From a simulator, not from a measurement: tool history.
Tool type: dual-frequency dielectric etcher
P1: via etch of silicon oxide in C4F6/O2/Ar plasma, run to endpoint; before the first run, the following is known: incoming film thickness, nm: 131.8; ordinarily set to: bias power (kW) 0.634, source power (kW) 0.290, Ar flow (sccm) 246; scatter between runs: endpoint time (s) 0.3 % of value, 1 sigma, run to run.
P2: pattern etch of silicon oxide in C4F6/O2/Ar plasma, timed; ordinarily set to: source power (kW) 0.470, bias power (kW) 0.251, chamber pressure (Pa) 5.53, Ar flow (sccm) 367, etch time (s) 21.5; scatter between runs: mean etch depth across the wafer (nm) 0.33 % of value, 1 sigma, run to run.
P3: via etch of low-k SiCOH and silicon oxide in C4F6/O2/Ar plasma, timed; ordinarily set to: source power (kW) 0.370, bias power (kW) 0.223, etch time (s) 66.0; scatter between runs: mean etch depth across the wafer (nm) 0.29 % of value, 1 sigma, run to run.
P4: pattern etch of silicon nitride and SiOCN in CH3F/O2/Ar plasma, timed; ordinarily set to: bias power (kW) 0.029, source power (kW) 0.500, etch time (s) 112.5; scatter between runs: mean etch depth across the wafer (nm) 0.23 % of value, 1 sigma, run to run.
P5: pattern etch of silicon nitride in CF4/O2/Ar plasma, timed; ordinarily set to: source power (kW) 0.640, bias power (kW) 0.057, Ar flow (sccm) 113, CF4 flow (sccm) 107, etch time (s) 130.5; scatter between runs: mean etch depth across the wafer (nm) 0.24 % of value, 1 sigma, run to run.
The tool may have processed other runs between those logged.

run,day,process that ran,bias power (kW),source power (kW),Ar flow (sccm),etch time (s),CF4 flow (sccm),chamber pressure (Pa),hours since the last wet clean,hours since the last bias power generator calibration,hours since the last source power generator calibration,hours since the last Ar flow controller change,endpoint time (s),mean etch depth across the wafer (nm)
1,0.662,P1,0.634,0.290,246,,,,185.8,2433.5,514.8,309.6,28.363,
2,1.167,P3,0.223,0.230,,66.0,,,197.9,2445.6,526.9,321.7,,151.310
3,1.838,P5,0.057,0.640,113,130.5,107,,214.0,2461.7,543.0,337.8,,319.080
4,2.196,P1,0.634,0.290,143,,,,222.6,2470.3,551.6,346.4,26.704,
5,2.879,P1,0.634,0.290,246,,,,239.0,2486.7,568.0,362.8,28.437,
6,3.196,P2,0.251,0.470,367,21.5,,5.53,246.6,2494.3,575.6,370.4,,74.927
7,3.771,P1,0.634,0.290,246,,,,260.4,2508.1,589.4,384.2,28.399,
8,4.179,P3,0.223,0.370,,66.0,,,270.2,2517.9,599.2,394.0,,182.680
9,4.538,P1,0.634,0.290,246,,,,278.8,2526.5,607.8,402.6,28.245,
10,5.200,P1,0.634,0.370,246,,,,294.7,2542.4,623.7,418.5,25.892,
11,5.917,P4,0.019,0.500,,112.5,,,311.9,2559.6,640.9,435.7,,15.699
12,6.246,P5,0.046,0.640,113,130.5,107,,319.8,2567.5,648.8,443.6,,294.440
13,6.842,P1,0.634,0.370,287,,,,334.1,2581.8,663.1,457.9,26.360,
14,7.325,P5,0.057,0.490,113,130.5,107,,345.7,2593.4,674.7,469.5,,253.830
15,7.983,P5,0.057,0.640,71,130.5,107,,361.5,2609.2,690.5,485.3,,339.060
16,8.392,P1,0.842,0.290,311,,,,371.3,2619.0,700.3,495.1,25.964,
17,9.083,P1,0.745,0.190,246,,,,387.9,2635.6,716.9,511.7,31.127,
18,9.475,P2,0.251,0.590,367,21.5,,5.53,397.3,2645.0,726.3,521.1,,81.791
19,10.075,P1,0.634,0.240,246,,,,411.7,2659.4,740.7,535.5,30.309,
20,10.567,P2,0.251,0.470,367,12.0,,5.53,423.5,2671.2,752.5,547.3,,41.439
21,10.983,P2,0.148,0.470,367,21.5,,5.53,433.5,2681.2,762.5,557.3,,63.329
22,11.458,P5,0.057,0.640,113,169.5,107,,444.9,2692.6,773.9,568.7,,417.530
23,12.096,P3,0.223,0.370,,66.0,,,460.2,2707.9,789.2,584.0,,181.010
24,12.525,P1,0.391,0.290,246,,,,470.5,2718.2,799.5,594.3,34.082,
25,13.000,P2,0.251,0.470,367,21.5,,4.53,481.9,2729.6,810.9,605.7,,76.152
26,13.704,P4,0.029,0.590,,112.5,,,498.8,2746.5,827.8,622.6,,19.892
27,14.154,P3,0.223,0.370,,36.5,,,509.6,2757.3,838.6,633.4,,100.830
28,14.754,P1,0.634,0.290,348,,,,524.0,2771.7,853.0,647.8,29.497,
29,15.458,P2,0.251,0.470,300,21.5,,5.53,540.9,2788.6,869.9,664.7,,76.090
30,15.983,P4,0.029,0.500,,152.0,,,553.5,2801.2,882.5,677.3,,25.571
31,16.379,P4,0.029,0.500,,112.5,,,563.0,2810.7,892.0,686.8,,18.922
32,16.871,P5,0.057,0.640,113,130.5,132,,574.8,2822.5,903.8,698.6,,327.720
33,17.283,P1,0.815,0.290,246,,,,584.7,2832.4,913.7,708.5,25.812,
34,17.762,P3,0.161,0.370,,66.0,,,596.2,2843.9,925.2,720.0,,163.780
35,18.371,P4,0.029,0.500,,112.5,,,610.8,2858.5,939.8,734.6,,18.932
36,18.758,P1,0.634,0.290,246,,,,620.1,2867.8,949.1,743.9,28.434,
37,19.221,P1,0.634,0.290,246,,,,631.2,2878.9,960.2,755.0,28.626,
38,19.692,P1,0.634,0.290,246,,,,642.5,2890.2,971.5,766.3,28.716,
39,20.238,P1,0.634,0.290,246,,,,655.6,2903.3,984.6,779.4,28.771,
# day 20.329: Ar flow controller replaced
# day 20.412: wet clean of the chamber
40,20.612,P1,0.634,0.290,246,,,,4.9,2912.3,993.6,6.8,28.758,
41,21.238,P1,0.634,0.290,246,,,,19.9,2927.3,1008.6,21.8,28.831,
42,21.633,P1,0.634,0.290,246,,,,29.4,2936.8,1018.1,31.3,28.766,

Compared with where it was, what P1 gives has crept away. Each cause listed below fits the log as well as the rest, at the size given for it:
A: bias power that arrives under what is set, % = 3.8
B: source power that arrives under what is set, % = 4.09
The gradual shift began around day 18.758.
Other possible causes, and why each is ruled out:
chamber walls in a state that lowers the etch rate, %: serviced after onset, at day 20.412, with no recovery of the prior output
Ar flow that arrives over what is set, %: serviced after onset, at day 20.329, with no recovery of the prior output

4 check runs are offered, one wafer each, their results left as question marks. Which one tells the causes apart?
check 1,22.029,P4,0.019,0.500,,112.5,,,,,,,,?
check 2,22.029,P3,0.223,0.300,,53.0,,,,,,,,?
check 3,22.029,P5,0.057,0.640,79,130.5,107,,,,,,,?
check 4,22.029,P2,0.153,0.470,367,13.5,,5.53,,,,,,?

What each check would give under each cause:
check,result,if A,if B
check 1,mean etch depth across the wafer (nm),15.408,15.432
check 2,mean etch depth across the wafer (nm),133.360,132.960
check 3,mean etch depth across the wafer (nm),329.220,321.920
check 4,mean etch depth across the wafer (nm),39.588,39.395
How far apart the two closest causes lie, in the result that separates them most: check 1 0.15 %; check 2 0.3 %; check 3 2.24 %; check 4 0.49 %
The other checks would show nearly matching results whichever cause is true, so check 3 is the only one that separates the causes.

After running check 3, the following was obtained: mean etch depth across the wafer (nm) 323.190. Which cause does this point to?

Of the candidate causes, it is B: source power that arrives under what is set, %.

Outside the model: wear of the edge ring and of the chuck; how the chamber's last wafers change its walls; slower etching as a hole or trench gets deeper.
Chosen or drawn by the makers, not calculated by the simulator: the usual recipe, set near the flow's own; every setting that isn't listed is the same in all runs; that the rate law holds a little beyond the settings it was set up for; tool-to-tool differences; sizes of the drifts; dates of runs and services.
